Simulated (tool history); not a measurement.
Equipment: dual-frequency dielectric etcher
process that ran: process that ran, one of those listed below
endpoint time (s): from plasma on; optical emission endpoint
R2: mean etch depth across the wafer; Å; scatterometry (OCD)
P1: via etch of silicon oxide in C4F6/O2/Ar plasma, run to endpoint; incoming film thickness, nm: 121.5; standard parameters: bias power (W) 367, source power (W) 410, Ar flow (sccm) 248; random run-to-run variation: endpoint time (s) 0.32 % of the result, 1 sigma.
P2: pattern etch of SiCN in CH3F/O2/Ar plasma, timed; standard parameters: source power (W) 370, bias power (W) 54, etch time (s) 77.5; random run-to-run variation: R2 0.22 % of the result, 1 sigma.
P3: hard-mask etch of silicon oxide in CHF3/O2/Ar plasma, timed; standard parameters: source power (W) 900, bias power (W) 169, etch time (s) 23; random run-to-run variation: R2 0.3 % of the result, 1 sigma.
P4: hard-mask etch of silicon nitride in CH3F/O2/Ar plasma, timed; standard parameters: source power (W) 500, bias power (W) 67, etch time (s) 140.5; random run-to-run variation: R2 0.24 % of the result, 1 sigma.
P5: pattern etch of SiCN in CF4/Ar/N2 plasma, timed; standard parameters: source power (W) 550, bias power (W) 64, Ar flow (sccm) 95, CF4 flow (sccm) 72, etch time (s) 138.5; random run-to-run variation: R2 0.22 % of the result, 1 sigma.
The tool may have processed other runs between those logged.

run 1 hour=10.2 | process_that_ran=P1 bias_power_(W)=367 source_power_(W)=410 Ar_flow_(sccm)=248 | endpoint_time_(s)=30.035
run 2 hour=18.6 | process_that_ran=P3 bias_power_(W)=169 source_power_(W)=1220 etch_time_(s)=23 | R2=575.38
run 3 hour=27.4 | process_that_ran=P4 bias_power_(W)=67 source_power_(W)=500 etch_time_(s)=85 | R2=622.68
run 4 hour=33.4 | process_that_ran=P5 bias_power_(W)=64 source_power_(W)=550 Ar_flow_(sccm)=95 etch_time_(s)=138.5 CF4_flow_(sccm)=86 | R2=1406.9
run 5 hour=43.3 | process_that_ran=P1 bias_power_(W)=367 source_power_(W)=410 Ar_flow_(sccm)=248 | endpoint_time_(s)=30.073
run 6 hour=54.6 | process_that_ran=P2 bias_power_(W)=42 source_power_(W)=370 etch_time_(s)=77.5 | R2=235.11
run 7 hour=62.4 | process_that_ran=P1 bias_power_(W)=367 source_power_(W)=410 Ar_flow_(sccm)=193 | endpoint_time_(s)=29.18
run 8 hour=71.2 | process_that_ran=P4 bias_power_(W)=67 source_power_(W)=660 etch_time_(s)=140.5 | R2=1141.1
run 9 hour=80.2 | process_that_ran=P5 bias_power_(W)=64 source_power_(W)=760 Ar_flow_(sccm)=95 etch_time_(s)=138.5 CF4_flow_(sccm)=72 | R2=1823.8
run 10 hour=85.8 | process_that_ran=P4 bias_power_(W)=41 source_power_(W)=500 etch_time_(s)=140.5 | R2=881.57
-- hour=95.3 source power generator calibrated
run 11 hour=95.6 | process_that_ran=P1 bias_power_(W)=367 source_power_(W)=410 Ar_flow_(sccm)=313 | endpoint_time_(s)=30.872
run 12 hour=102.4 | process_that_ran=P3 bias_power_(W)=169 source_power_(W)=900 etch_time_(s)=23 | R2=511.91
run 13 hour=113.9 | process_that_ran=P2 bias_power_(W)=54 source_power_(W)=370 etch_time_(s)=50.5 | R2=165.48
run 14 hour=126 | process_that_ran=P1 bias_power_(W)=234 source_power_(W)=410 Ar_flow_(sccm)=248 | endpoint_time_(s)=34.969
run 15 hour=132.3 | process_that_ran=P3 bias_power_(W)=169 source_power_(W)=900 etch_time_(s)=17.5 | R2=387.77
run 16 hour=141.9 | process_that_ran=P5 bias_power_(W)=64 source_power_(W)=550 Ar_flow_(sccm)=125 etch_time_(s)=138.5 CF4_flow_(sccm)=72 | R2=1299.7
run 17 hour=153.4 | process_that_ran=P3 bias_power_(W)=121 source_power_(W)=900 etch_time_(s)=23 | R2=460.12
run 18 hour=162.8 | process_that_ran=P2 bias_power_(W)=54 source_power_(W)=370 etch_time_(s)=77.5 | R2=254.71
run 19 hour=170.9 | process_that_ran=P1 bias_power_(W)=367 source_power_(W)=330 Ar_flow_(sccm)=309 | endpoint_time_(s)=33.406
run 20 hour=178.2 | process_that_ran=P5 bias_power_(W)=64 source_power_(W)=550 Ar_flow_(sccm)=95 etch_time_(s)=191.5 CF4_flow_(sccm)=72 | R2=1888.1
run 21 hour=188.1 | process_that_ran=P1 bias_power_(W)=436 source_power_(W)=410 Ar_flow_(sccm)=248 | endpoint_time_(s)=28.322
run 22 hour=198.1 | process_that_ran=P1 bias_power_(W)=367 source_power_(W)=410 Ar_flow_(sccm)=248 | endpoint_time_(s)=30.043
run 23 hour=204.2 | process_that_ran=P1 bias_power_(W)=367 source_power_(W)=300 Ar_flow_(sccm)=248 | endpoint_time_(s)=33.78
run 24 hour=210.3 | process_that_ran=P4 bias_power_(W)=67 source_power_(W)=500 etch_time_(s)=140.5 | R2=1020.6
run 25 hour=217.8 | process_that_ran=P1 bias_power_(W)=367 source_power_(W)=540 Ar_flow_(sccm)=248 | endpoint_time_(s)=26.961
run 26 hour=227.1 | process_that_ran=P2 bias_power_(W)=54 source_power_(W)=370 etch_time_(s)=77.5 | R2=254.66
run 27 hour=233.8 | process_that_ran=P1 bias_power_(W)=367 source_power_(W)=410 Ar_flow_(sccm)=248 | endpoint_time_(s)=29.911
run 28 hour=241.7 | process_that_ran=P5 bias_power_(W)=89 source_power_(W)=550 Ar_flow_(sccm)=95 etch_time_(s)=138.5 CF4_flow_(sccm)=72 | R2=1524.5
run 29 hour=250.8 | process_that_ran=P3 bias_power_(W)=169 source_power_(W)=900 etch_time_(s)=23 | R2=511.97
run 30 hour=263.4 | process_that_ran=P5 bias_power_(W)=64 source_power_(W)=550 Ar_flow_(sccm)=95 etch_time_(s)=138.5 CF4_flow_(sccm)=72 | R2=1362.2
run 31 hour=274.9 | process_that_ran=P2 bias_power_(W)=54 source_power_(W)=230 etch_time_(s)=77.5 | R2=212.44
run 32 hour=284 | process_that_ran=P1 bias_power_(W)=367 source_power_(W)=410 Ar_flow_(sccm)=248 | endpoint_time_(s)=29.95
run 33 hour=291.2 | process_that_ran=P1 bias_power_(W)=367 source_power_(W)=410 Ar_flow_(sccm)=248 | endpoint_time_(s)=29.768
run 34 hour=300.5 | process_that_ran=P1 bias_power_(W)=367 source_power_(W)=410 Ar_flow_(sccm)=248 | endpoint_time_(s)=29.765
run 35 hour=311.4 | process_that_ran=P1 bias_power_(W)=367 source_power_(W)=410 Ar_flow_(sccm)=248 | endpoint_time_(s)=29.608
run 36 hour=322.9 | process_that_ran=P1 bias_power_(W)=367 source_power_(W)=410 Ar_flow_(sccm)=248 | endpoint_time_(s)=29.447
-- hour=326.4 Ar flow controller replaced
run 37 hour=329.3 | process_that_ran=P1 bias_power_(W)=367 source_power_(W)=410 Ar_flow_(sccm)=248 | endpoint_time_(s)=29.527
-- hour=332.1 wet clean of the chamber
run 38 hour=335.2 | process_that_ran=P1 bias_power_(W)=367 source_power_(W)=410 Ar_flow_(sccm)=248 | endpoint_time_(s)=29.602
run 39 hour=345.3 | process_that_ran=P1 bias_power_(W)=367 source_power_(W)=410 Ar_flow_(sccm)=248 | endpoint_time_(s)=29.516
run 40 hour=352 | process_that_ran=P1 bias_power_(W)=367 source_power_(W)=410 Ar_flow_(sccm)=248 | endpoint_time_(s)=29.653
run 41 hour=359.1 | process_that_ran=P1 bias_power_(W)=367 source_power_(W)=410 Ar_flow_(sccm)=248 | endpoint_time_(s)=29.634
run 42 hour=369.5 | process_that_ran=P1 bias_power_(W)=367 source_power_(W)=410 Ar_flow_(sccm)=248 | endpoint_time_(s)=29.641
run 43 hour=378.7 | process_that_ran=P1 bias_power_(W)=367 source_power_(W)=410 Ar_flow_(sccm)=248 | endpoint_time_(s)=29.571

Compared with where it was, what P1 gives has crept away. Each cause listed below fits the log as well as the rest, at the size given for it:
A: bias power that arrives over what is set, % = 4.7
B: source power that arrives over what is set, % = 4.48
The onset of the drift is placed at about hour 284.
Why every other cause is out:
chamber walls in a state that raises the etch rate, %: maintenance at hour 332.1, after the shift began, did not return the process to its former output
Ar flow that arrives under what is set, %: maintenance at hour 326.4, after the shift began, did not return the process to its former output

Each of the 4 check runs below uses one wafer; its results are left as question marks. Which run tells the causes apart?
run check 1 hour=387.9 | process_that_ran=P3 bias_power_(W)=169 source_power_(W)=900 etch_time_(s)=23 | R2=?
run check 2 hour=387.9 | process_that_ran=P5 bias_power_(W)=64 source_power_(W)=550 Ar_flow_(sccm)=95 etch_time_(s)=138.5 CF4_flow_(sccm)=72 | R2=?
run check 3 hour=387.9 | process_that_ran=P4 bias_power_(W)=67 source_power_(W)=500 etch_time_(s)=140.5 | R2=?
run check 4 hour=387.9 | process_that_ran=P2 bias_power_(W)=54 source_power_(W)=370 etch_time_(s)=77.5 | R2=?

What every check run would give for each of its results, assuming each possible cause in turn:
check=check_1 result=R2 if_A=519.19 if_B=520.29
check=check_2 result=R2 if_A=1385.1 if_B=1418.2
check=check_3 result=R2 if_A=1041.2 if_B=1042.8
check=check_4 result=R2 if_A=258.11 if_B=258.48
Distance between the nearest two causes, measured in the result of the check that separates them most: check 1 0.21 %; check 2 2.36 %; check 3 0.15 %; check 4 0.14 %
Check 2 tells the causes apart: in the others they would give nearly the same result.

Check 2 was carried out, with these results: R2 1385.7 Å. Which of the listed causes is responsible?

The cause is A: bias power that arrives over what is set, %.
